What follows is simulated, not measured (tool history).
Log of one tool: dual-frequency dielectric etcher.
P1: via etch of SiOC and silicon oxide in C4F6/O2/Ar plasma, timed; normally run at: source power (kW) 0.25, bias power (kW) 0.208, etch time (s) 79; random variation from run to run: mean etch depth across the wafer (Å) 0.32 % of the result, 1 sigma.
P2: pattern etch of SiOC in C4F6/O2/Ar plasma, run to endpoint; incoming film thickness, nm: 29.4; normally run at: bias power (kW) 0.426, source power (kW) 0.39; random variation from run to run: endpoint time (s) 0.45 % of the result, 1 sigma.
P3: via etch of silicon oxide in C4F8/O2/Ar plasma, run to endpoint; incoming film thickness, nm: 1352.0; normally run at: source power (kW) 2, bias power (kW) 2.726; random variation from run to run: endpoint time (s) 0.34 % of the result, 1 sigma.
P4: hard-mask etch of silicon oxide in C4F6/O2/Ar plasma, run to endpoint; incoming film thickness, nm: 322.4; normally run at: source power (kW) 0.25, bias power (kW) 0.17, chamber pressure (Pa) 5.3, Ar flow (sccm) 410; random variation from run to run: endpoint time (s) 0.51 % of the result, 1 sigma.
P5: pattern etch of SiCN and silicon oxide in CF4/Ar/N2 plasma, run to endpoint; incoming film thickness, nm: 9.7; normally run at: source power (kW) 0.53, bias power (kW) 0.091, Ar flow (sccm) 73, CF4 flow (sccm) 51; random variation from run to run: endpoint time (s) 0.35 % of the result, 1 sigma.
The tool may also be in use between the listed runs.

run,hour,process that ran,source power (kW),bias power (kW),etch time (s),chamber pressure (Pa),Ar flow (sccm),CF4 flow (sccm),hours since the last wet clean,hours since the last source power generator calibration,hours since the last bias power generator calibration,mean etch depth across the wafer (Å),endpoint time (s)
1,8.2,P1,0.25,0.208,79,,,,115.5,644.8,877.7,781.37,
2,17.1,P4,0.31,0.17,,5.3,410,,124.4,653.7,886.6,,123.75
3,23.5,P1,0.2,0.146,79,,,,130.8,660.1,893,637.3,
4,31.7,P2,0.39,0.426,,,,,139,668.3,901.2,,10.555
5,41.2,P1,0.19,0.208,104.5,,,,148.5,677.8,910.7,935.42,
6,52.3,P4,0.25,0.17,,5.3,286,,159.6,688.9,921.8,,127.69
7,61.7,P1,0.25,0.149,79,,,,169,698.3,931.2,699.1,
8,70.9,P1,0.25,0.208,79,,,,178.2,707.5,940.4,783.6,
9,78.6,P1,0.25,0.208,44,,,,185.9,715.2,948.1,434.95,
10,86.9,P5,0.53,0.091,,,88,51,194.2,723.5,956.4,,9.3753
11,99.1,P4,0.25,0.17,,5.3,410,,206.4,735.7,968.6,,134.64
12,106.4,P1,0.25,0.208,79,,,,213.7,743,975.9,781.04,
13,115.1,P1,0.25,0.208,79,,,,222.4,751.7,984.6,781.64,
14,125.3,P1,0.25,0.293,79,,,,232.6,761.9,994.8,881.07,
15,135.1,P4,0.25,0.117,,5.3,410,,242.4,771.7,1004.6,,151.35
16,143.6,P1,0.25,0.208,79,,,,250.9,780.2,1013.1,782.39,
17,153.4,P2,0.39,0.295,,,,,260.7,790,1022.9,,12.057
18,160.3,P2,0.26,0.426,,,,,267.6,796.9,1029.8,,12.29
# hour 161.6: wet clean of the chamber
19,171.5,P4,0.25,0.17,,4.1,410,,10,808.1,1041,,130.73
# hour 173: source power generator calibrated
20,177.5,P3,2,3.227,,,,,16,4.6,1047,,228.35
21,186.1,P5,0.53,0.091,,,73,40,24.6,13.2,1055.6,,9.4732
22,195.7,P1,0.25,0.253,52,,,,34.2,22.8,1065.2,551.87,
23,208.3,P3,2,2.726,,,,,46.8,35.4,1077.8,,239.79
24,217.4,P5,0.53,0.06,,,73,51,55.9,44.5,1086.9,,10.586
25,229.4,P5,0.53,0.091,,,73,51,67.9,56.5,1098.9,,9.1556
26,240.8,P1,0.25,0.208,108.5,,,,79.3,67.9,1110.3,1076.7,
27,252.9,P3,2,2.726,,,,,91.4,80,1122.4,,241.25
28,265.4,P3,2.76,2.726,,,,,103.9,92.5,1134.9,,213.06
29,273.8,P1,0.2,0.208,79,,,,112.3,100.9,1143.3,719.56,
30,285.8,P1,0.33,0.208,79,,,,124.3,112.9,1155.3,871.49,
31,293.3,P5,0.43,0.091,,,73,51,131.8,120.4,1162.8,,10.984
32,302.8,P1,0.25,0.208,79,,,,141.3,129.9,1172.3,784.09,
33,308.6,P1,0.25,0.208,79,,,,147.1,135.7,1178.1,783.91,
34,319.9,P1,0.25,0.208,79,,,,158.4,147,1189.4,790.76,
35,327.2,P1,0.25,0.208,79,,,,165.7,154.3,1196.7,788.28,
36,337.4,P1,0.25,0.208,79,,,,175.9,164.5,1206.9,792.06,
# hour 346.6: wet clean of the chamber
37,350.1,P1,0.25,0.208,79,,,,3.5,177.2,1219.6,791.05,
38,356.1,P1,0.25,0.208,79,,,,9.5,183.2,1225.6,790.5,
39,368.9,P1,0.25,0.208,79,,,,22.3,196,1238.4,791.77,
40,375.6,P1,0.25,0.208,79,,,,29,202.7,1245.1,792.92,

What P1 gives has crept away from where it was. These 2 causes fit the log equally well, each at the size given:
A: bias power that arrives over what is set, % = 4.71
B: source power that arrives over what is set, % = 4.24
The creep began at about hour 302.8.
Why every other cause is out:
chamber walls in a state that raises the etch rate, %: serviced at hour 346.6, which brought nothing back

4 check runs are offered, each on 2 wafers whose results are averaged, their results left as question marks. Which one tells the causes apart?
check 1,382.3,P3,2,2.726,,,,,,,,,?
check 2,382.3,P2,0.39,0.426,,,,,,,,,?
check 3,382.3,P4,0.25,0.17,,5.3,410,,,,,,?
check 4,382.3,P5,0.53,0.091,,,73,51,,,,,?

What each check would give under each cause:
check,result,if A,if B
check 1,endpoint time (s),237.2,236.68
check 2,endpoint time (s),10.381,10.396
check 3,endpoint time (s),132.25,132.1
check 4,endpoint time (s),9.0234,8.842
How far apart the two closest causes lie, in the result that separates them most: check 1 0.22 %; check 2 0.14 %; check 3 0.11 %; check 4 2.03 %
Only check 4 tells the causes apart: in the others they would give nearly the same result.

Check 4 was then run and gave: endpoint time (s) 8.7912. Which cause is it?

It is B: source power that arrives over what is set, %.

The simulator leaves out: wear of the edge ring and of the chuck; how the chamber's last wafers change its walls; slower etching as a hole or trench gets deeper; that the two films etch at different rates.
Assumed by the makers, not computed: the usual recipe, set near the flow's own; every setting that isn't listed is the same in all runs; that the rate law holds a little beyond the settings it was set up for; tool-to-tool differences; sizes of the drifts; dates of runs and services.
